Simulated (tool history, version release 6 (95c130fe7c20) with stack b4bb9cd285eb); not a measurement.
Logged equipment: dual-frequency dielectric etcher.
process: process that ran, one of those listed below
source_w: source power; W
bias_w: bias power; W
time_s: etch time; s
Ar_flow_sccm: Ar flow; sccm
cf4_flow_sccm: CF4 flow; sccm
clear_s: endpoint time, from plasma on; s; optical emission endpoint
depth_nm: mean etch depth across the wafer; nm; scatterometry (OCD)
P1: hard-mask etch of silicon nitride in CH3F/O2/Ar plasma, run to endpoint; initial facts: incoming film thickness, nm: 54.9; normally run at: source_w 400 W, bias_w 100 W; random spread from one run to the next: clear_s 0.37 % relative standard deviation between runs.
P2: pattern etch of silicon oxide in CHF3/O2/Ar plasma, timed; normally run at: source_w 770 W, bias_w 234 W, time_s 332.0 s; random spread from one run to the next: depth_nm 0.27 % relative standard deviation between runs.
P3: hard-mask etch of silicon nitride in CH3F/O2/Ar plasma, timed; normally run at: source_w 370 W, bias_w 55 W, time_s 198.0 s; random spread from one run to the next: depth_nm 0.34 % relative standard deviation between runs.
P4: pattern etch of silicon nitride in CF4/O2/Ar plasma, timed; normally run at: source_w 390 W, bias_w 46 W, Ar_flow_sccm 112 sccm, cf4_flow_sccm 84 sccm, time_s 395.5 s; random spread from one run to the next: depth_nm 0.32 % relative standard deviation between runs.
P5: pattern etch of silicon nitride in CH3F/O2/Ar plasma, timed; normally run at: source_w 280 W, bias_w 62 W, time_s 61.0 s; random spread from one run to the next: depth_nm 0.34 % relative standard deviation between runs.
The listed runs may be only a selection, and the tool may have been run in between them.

run,hour,process,source_w,bias_w,time_s,Ar_flow_sccm,cf4_flow_sccm,hours since the last wet clean,hours since the last source power generator calibration,hours since the last bias power generator calibration,clear_s,depth_nm
1,4.8,P1,400,100,,,,199.5,1036.1,2224.1,71.206,
2,9.5,P1,400,100,,,,204.2,1040.8,2228.8,71.160,
3,12.6,P3,370,55,281.5,,,207.3,1043.9,2231.9,,176.580
4,17.9,P3,370,55,198.0,,,212.6,1049.2,2237.2,,124.430
5,22.1,P1,400,100,,,,216.8,1053.4,2241.4,71.498,
6,26.2,P1,400,100,,,,220.9,1057.5,2245.5,71.636,
7,29.2,P2,770,234,480.5,,,223.9,1060.5,2248.5,,1162.200
8,33.9,P4,390,46,284.5,112,84,228.6,1065.2,2253.2,,400.690
9,39.2,P1,480,139,,,,233.9,1070.5,2258.5,59.042,
10,42.3,P5,280,62,42.0,,,237.0,1073.6,2261.6,,24.579
11,46.1,P4,390,46,395.5,78,84,240.8,1077.4,2265.4,,586.720
12,51.4,P2,540,234,332.0,,,246.1,1082.7,2270.7,,705.940
13,55.9,P1,480,100,,,,250.6,1087.2,2275.2,66.480,
14,60.9,P4,390,36,395.5,112,84,255.6,1092.2,2280.2,,509.600
# hour 62.0: wet clean of the chamber
15,63.9,P2,770,234,332.0,,,2.0,1095.2,2283.2,,806.300
16,66.7,P5,280,62,61.0,,,4.8,1098.0,2286.0,,35.662
17,72.2,P2,770,324,332.0,,,10.3,1103.5,2291.5,,907.590
18,75.9,P1,400,138,,,,14.0,1107.2,2295.2,62.755,
19,78.6,P4,240,46,395.5,112,84,16.7,1109.9,2297.9,,367.620
20,81.8,P5,280,85,61.0,,,19.9,1113.1,2301.1,,40.432
21,86.5,P4,390,46,395.5,112,84,24.6,1117.8,2305.8,,557.480
22,89.0,P1,320,100,,,,27.1,1120.3,2308.3,77.283,
23,93.0,P1,400,67,,,,31.1,1124.3,2312.3,81.733,
24,97.6,P5,210,62,61.0,,,35.7,1128.9,2316.9,,32.194
25,101.9,P1,400,100,,,,40.0,1133.2,2321.2,71.128,
26,105.4,P4,390,46,395.5,112,109,43.5,1136.7,2324.7,,574.230
27,109.2,P3,370,78,198.0,,,47.3,1140.5,2328.5,,140.390
28,112.0,P1,310,84,,,,50.1,1143.3,2331.3,83.938,

Run 29 has not been measured yet. What should we expect?
29,114.4,P2,770,234,332.0,,,52.5,1145.7,2333.7,,?

depth_nm: 810.760 nm
